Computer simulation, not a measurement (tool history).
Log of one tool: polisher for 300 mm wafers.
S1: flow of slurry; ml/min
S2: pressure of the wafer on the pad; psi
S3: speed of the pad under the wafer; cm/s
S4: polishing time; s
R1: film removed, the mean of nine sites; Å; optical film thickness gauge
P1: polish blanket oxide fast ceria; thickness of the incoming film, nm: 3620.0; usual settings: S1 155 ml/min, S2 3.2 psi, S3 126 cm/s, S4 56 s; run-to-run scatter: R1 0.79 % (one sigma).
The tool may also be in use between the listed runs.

| run | day | S1 | S2 | S3 | S4 | R1 |
|---|---|---|---|---|---|---|
| 1 | 0.321 | 155 | 3.2 | 126 | 56 | 12922.0 |
| 2 | 0.671 | 95 | 3.2 | 126 | 56 | 11667.0 |
| 3 | 1.004 | 155 | 2.0 | 126 | 56 | 8126.8 |
| 4 | 1.208 | 155 | 3.2 | 126 | 56 | 12895.0 |
| 5 | 1.567 | 245 | 3.2 | 126 | 56 | 13861.0 |
| 6 | 1.846 | 155 | 3.2 | 126 | 56 | 12992.0 |
| 7 | 2.100 | 155 | 3.2 | 190 | 56 | 19532.0 |
| 8 | 2.367 | 95 | 3.2 | 88 | 56 | 8183.4 |
| 9 | 2.571 | 155 | 3.2 | 126 | 85 | 19807.0 |
| 10 | 2.850 | 155 | 3.2 | 60 | 37 | 4069.8 |
| 11 | 3.042 | 155 | 3.2 | 126 | 56 | 13026.0 |
| 12 | 3.308 | 155 | 4.8 | 126 | 56 | 19678.0 |
| 13 | 3.554 | 155 | 3.2 | 126 | 56 | 12818.0 |
| 14 | 3.967 | 155 | 3.2 | 66 | 56 | 6696.3 |
| 15 | 4.350 | 155 | 3.2 | 126 | 39 | 9078.3 |
| 16 | 4.771 | 155 | 3.2 | 126 | 56 | 13016.0 |
| 17 | 5.162 | 155 | 3.2 | 126 | 56 | 12649.0 |
| 18 | 5.525 | 155 | 3.2 | 126 | 56 | 12315.0 |
| 19 | 5.733 | 155 | 3.2 | 126 | 56 | 12376.0 |
| 20 | 6.100 | 155 | 3.2 | 126 | 56 | 12046.0 |
|  | 6.229 | worn pad replaced by a new one |
| 21 | 6.350 | 155 | 3.2 | 126 | 56 | 11927.0 |
| 22 | 6.700 | 155 | 3.2 | 126 | 56 | 12048.0 |
| 23 | 7.125 | 155 | 3.2 | 126 | 56 | 11865.0 |
| 24 | 7.475 | 155 | 3.2 | 126 | 56 | 11968.0 |
| 25 | 7.725 | 155 | 3.2 | 126 | 56 | 12070.0 |

Run 26 comes next. What will it give?
| 26 | 8.075 | 155 | 3.2 | 126 | 56 | ? |

R1: 11935.0 Å

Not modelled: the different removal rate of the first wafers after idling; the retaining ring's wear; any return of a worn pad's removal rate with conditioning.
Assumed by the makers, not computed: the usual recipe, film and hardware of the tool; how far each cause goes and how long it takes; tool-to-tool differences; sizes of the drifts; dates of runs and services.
